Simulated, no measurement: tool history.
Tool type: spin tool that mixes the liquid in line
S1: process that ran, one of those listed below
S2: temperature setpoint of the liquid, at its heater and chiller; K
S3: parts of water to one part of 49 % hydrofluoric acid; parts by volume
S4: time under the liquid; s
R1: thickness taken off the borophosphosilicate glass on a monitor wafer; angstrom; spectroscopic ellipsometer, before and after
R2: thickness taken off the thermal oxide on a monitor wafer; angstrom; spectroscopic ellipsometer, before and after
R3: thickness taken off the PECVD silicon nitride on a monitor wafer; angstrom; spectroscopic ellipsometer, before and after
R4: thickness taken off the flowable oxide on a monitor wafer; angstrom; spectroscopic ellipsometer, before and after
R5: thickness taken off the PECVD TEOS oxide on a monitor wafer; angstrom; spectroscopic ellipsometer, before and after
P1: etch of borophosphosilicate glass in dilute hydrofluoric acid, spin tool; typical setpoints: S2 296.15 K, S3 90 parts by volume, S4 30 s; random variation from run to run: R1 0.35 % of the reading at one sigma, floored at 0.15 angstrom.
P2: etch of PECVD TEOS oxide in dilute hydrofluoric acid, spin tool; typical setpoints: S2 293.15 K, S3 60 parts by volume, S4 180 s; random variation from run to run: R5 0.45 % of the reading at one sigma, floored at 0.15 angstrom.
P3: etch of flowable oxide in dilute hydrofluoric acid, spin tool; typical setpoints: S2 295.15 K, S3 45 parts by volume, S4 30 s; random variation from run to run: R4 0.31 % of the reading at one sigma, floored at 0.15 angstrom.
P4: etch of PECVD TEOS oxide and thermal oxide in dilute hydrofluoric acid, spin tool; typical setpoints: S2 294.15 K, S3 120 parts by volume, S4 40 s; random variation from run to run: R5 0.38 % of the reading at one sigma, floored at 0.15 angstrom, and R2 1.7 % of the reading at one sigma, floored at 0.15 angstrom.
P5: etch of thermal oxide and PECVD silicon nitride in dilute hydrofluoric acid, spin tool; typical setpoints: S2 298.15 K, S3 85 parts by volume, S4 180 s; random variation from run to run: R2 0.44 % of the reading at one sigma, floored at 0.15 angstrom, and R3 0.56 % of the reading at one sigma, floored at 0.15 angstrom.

Run 1, hour 10.7: S1 P1, S2 296.15 K, S3 90 parts by volume, S4 30 s. Result: R1 276.14 angstrom.
Run 2, hour 24.8: S1 P5, S2 302.15 K, S3 85 parts by volume, S4 180 s. Result: R2 132.45 angstrom, R3 118.09 angstrom.
Run 3, hour 32.7: S1 P1, S2 290.15 K, S3 90 parts by volume, S4 50 s. Result: R1 358.97 angstrom.
Run 4, hour 43.1: S1 P1, S2 290.15 K, S3 145 parts by volume, S4 30 s. Result: R1 126.26 angstrom.
Run 5, hour 55.9: S1 P5, S2 298.15 K, S3 30 parts by volume, S4 180 s. Result: R2 343.72 angstrom, R3 253.84 angstrom.
Run 6, hour 65.8: S1 P3, S2 295.15 K, S3 45 parts by volume, S4 50 s. Result: R4 417.45 angstrom.
Run 7, hour 73.9: S1 P5, S2 298.15 K, S3 85 parts by volume, S4 365 s. Result: R2 229.09 angstrom, R3 183.71 angstrom.
Run 8, hour 89.6: S1 P1, S2 296.15 K, S3 90 parts by volume, S4 45 s. Result: R1 414.6 angstrom.
Run 9, hour 100.1: S1 P1, S2 296.15 K, S3 90 parts by volume, S4 15 s. Result: R1 137.61 angstrom.
Run 10, hour 111.4: S1 P4, S2 294.15 K, S3 30 parts by volume, S4 40 s. Result: R2 64.956 angstrom, R5 272.64 angstrom.
Run 11, hour 120.6: S1 P1, S2 303.65 K, S3 90 parts by volume, S4 30 s. Result: R1 368 angstrom.
Run 12, hour 128.3: S1 P4, S2 294.15 K, S3 120 parts by volume, S4 40 s. Result: R2 14.255 angstrom, R5 61.541 angstrom.
Run 13, hour 136.1: S1 P2, S2 293.15 K, S3 60 parts by volume, S4 180 s. Result: R5 393 angstrom.
Run 14, hour 148.2: S1 P1, S2 296.15 K, S3 90 parts by volume, S4 30 s. Result: R1 276.45 angstrom.
Run 15, hour 160.6: S1 P3, S2 290.15 K, S3 45 parts by volume, S4 30 s. Result: R4 203.1 angstrom.
Run 16, hour 168.6: S1 P2, S2 301.15 K, S3 60 parts by volume, S4 180 s. Result: R5 542.54 angstrom.
At hour 176.1: thermometer replaced.
Run 17, hour 184.5: S1 P1, S2 296.15 K, S3 90 parts by volume, S4 30 s. Result: R1 276.2 angstrom.
Run 18, hour 193.3: S1 P1, S2 290.15 K, S3 90 parts by volume, S4 30 s. Result: R1 215.16 angstrom.
Run 19, hour 206.3: S1 P1, S2 296.15 K, S3 155 parts by volume, S4 30 s. Result: R1 147.41 angstrom.
Run 20, hour 222: S1 P3, S2 295.15 K, S3 30 parts by volume, S4 30 s. Result: R4 385.04 angstrom.
Run 21, hour 233.3: S1 P3, S2 295.15 K, S3 45 parts by volume, S4 30 s. Result: R4 249.44 angstrom.
Run 22, hour 245.7: S1 P3, S2 295.15 K, S3 45 parts by volume, S4 30 s. Result: R4 249.59 angstrom.
Run 23, hour 261.5: S1 P1, S2 296.15 K, S3 55 parts by volume, S4 30 s. Result: R1 468.76 angstrom.
Run 24, hour 273.8: S1 P2, S2 293.15 K, S3 60 parts by volume, S4 180 s. Result: R5 391.8 angstrom.
Run 25, hour 289.1: S1 P5, S2 298.15 K, S3 85 parts by volume, S4 180 s. Result: R2 112.74 angstrom, R3 91.287 angstrom.
Run 26, hour 298: S1 P1, S2 296.15 K, S3 90 parts by volume, S4 30 s. Result: R1 276.13 angstrom.
Run 27, hour 311: S1 P4, S2 301.65 K, S3 120 parts by volume, S4 40 s. Result: R2 19.191 angstrom, R5 82.075 angstrom.
Run 28, hour 327: S1 P1, S2 296.15 K, S3 90 parts by volume, S4 30 s. Result: R1 276.02 angstrom.
Run 29, hour 341.8: S1 P2, S2 293.15 K, S3 20 parts by volume, S4 180 s. Result: R5 1229.2 angstrom.
Run 30, hour 353.7: S1 P1, S2 296.15 K, S3 90 parts by volume, S4 30 s. Result: R1 277.71 angstrom.
Run 31, hour 363.6: S1 P5, S2 298.15 K, S3 85 parts by volume, S4 180 s. Result: R2 112.72 angstrom, R3 90.884 angstrom.
Run 32, hour 379.3: S1 P1, S2 296.15 K, S3 50 parts by volume, S4 50 s. Result: R1 868.79 angstrom.
Run 33, hour 388.9: S1 P4, S2 294.15 K, S3 120 parts by volume, S4 15 s. Result: R2 5.1943 angstrom, R5 23.028 angstrom.
Run 34, hour 397.9: S1 P2, S2 293.15 K, S3 60 parts by volume, S4 90 s. Result: R5 195.41 angstrom.
Run 35, hour 413.6: S1 P1, S2 296.15 K, S3 90 parts by volume, S4 30 s. Result: R1 274.3 angstrom.
Run 36, hour 430: S1 P1, S2 296.15 K, S3 90 parts by volume, S4 30 s. Result: R1 287.05 angstrom.
Run 37, hour 446.7: S1 P1, S2 296.15 K, S3 90 parts by volume, S4 30 s. Result: R1 295.03 angstrom.
Run 38, hour 462.9: S1 P1, S2 296.15 K, S3 90 parts by volume, S4 30 s. Result: R1 296.14 angstrom.
Run 39, hour 474.6: S1 P1, S2 296.15 K, S3 90 parts by volume, S4 30 s. Result: R1 298.19 angstrom.
Run 40, hour 488.9: S1 P1, S2 296.15 K, S3 90 parts by volume, S4 30 s. Result: R1 299.02 angstrom.
Run 41, hour 503.3: S1 P1, S2 296.15 K, S3 90 parts by volume, S4 30 s. Result: R1 298.95 angstrom.

The output of P1 has drifted from where it used to be. Each of the 2 causes below, taken at the size shown beside it, accounts for the log equally well:
A: hydrofluoric acid flow above the setpoint (%) = 7.32
B: liquid hotter than its thermometer reads (K) = 1.96
The process output started creeping at around hour 413.6.

Of the 4 check runs listed below, each run on one wafer and each result written as a question mark, which would let you distinguish the listed causes because they would give clearly different results?
Run check 1, hour 517.7: S1 P5, S2 298.15 K, S3 85 parts by volume, S4 180 s. Result: R2 ?, R3 ?.
Run check 2, hour 517.7: S1 P2, S2 293.15 K, S3 60 parts by volume, S4 180 s. Result: R5 ?.
Run check 3, hour 517.7: S1 P3, S2 295.15 K, S3 45 parts by volume, S4 30 s. Result: R4 ?.
Run check 4, hour 517.7: S1 P4, S2 294.15 K, S3 120 parts by volume, S4 40 s. Result: R2 ?, R5 ?.

How each check would come out, cause by cause:
  check  result    if A    if B
check 1      R2  122.16  122.04
check 1      R3    97.6  103.45
check 2      R5  423.24  426.02
check 3      R4  269.76  271.68
check 4      R2  15.905  15.878
check 4      R5  66.723  66.608
Minimum pairwise separation of causes per check, each pair taken at its best-separating result: check 1 5.82 %; check 2 0.66 %; check 3 0.71 %; check 4 0.17 %
Of the check runs offered, only check 1 discriminates between the causes; the rest would read about the same regardless of which cause applies.

The results of check 1 are: R2 121.56 angstrom; R3 103.72 angstrom. Based on these, which of the listed causes is it?

B is the cause: liquid hotter than its thermometer reads (K).
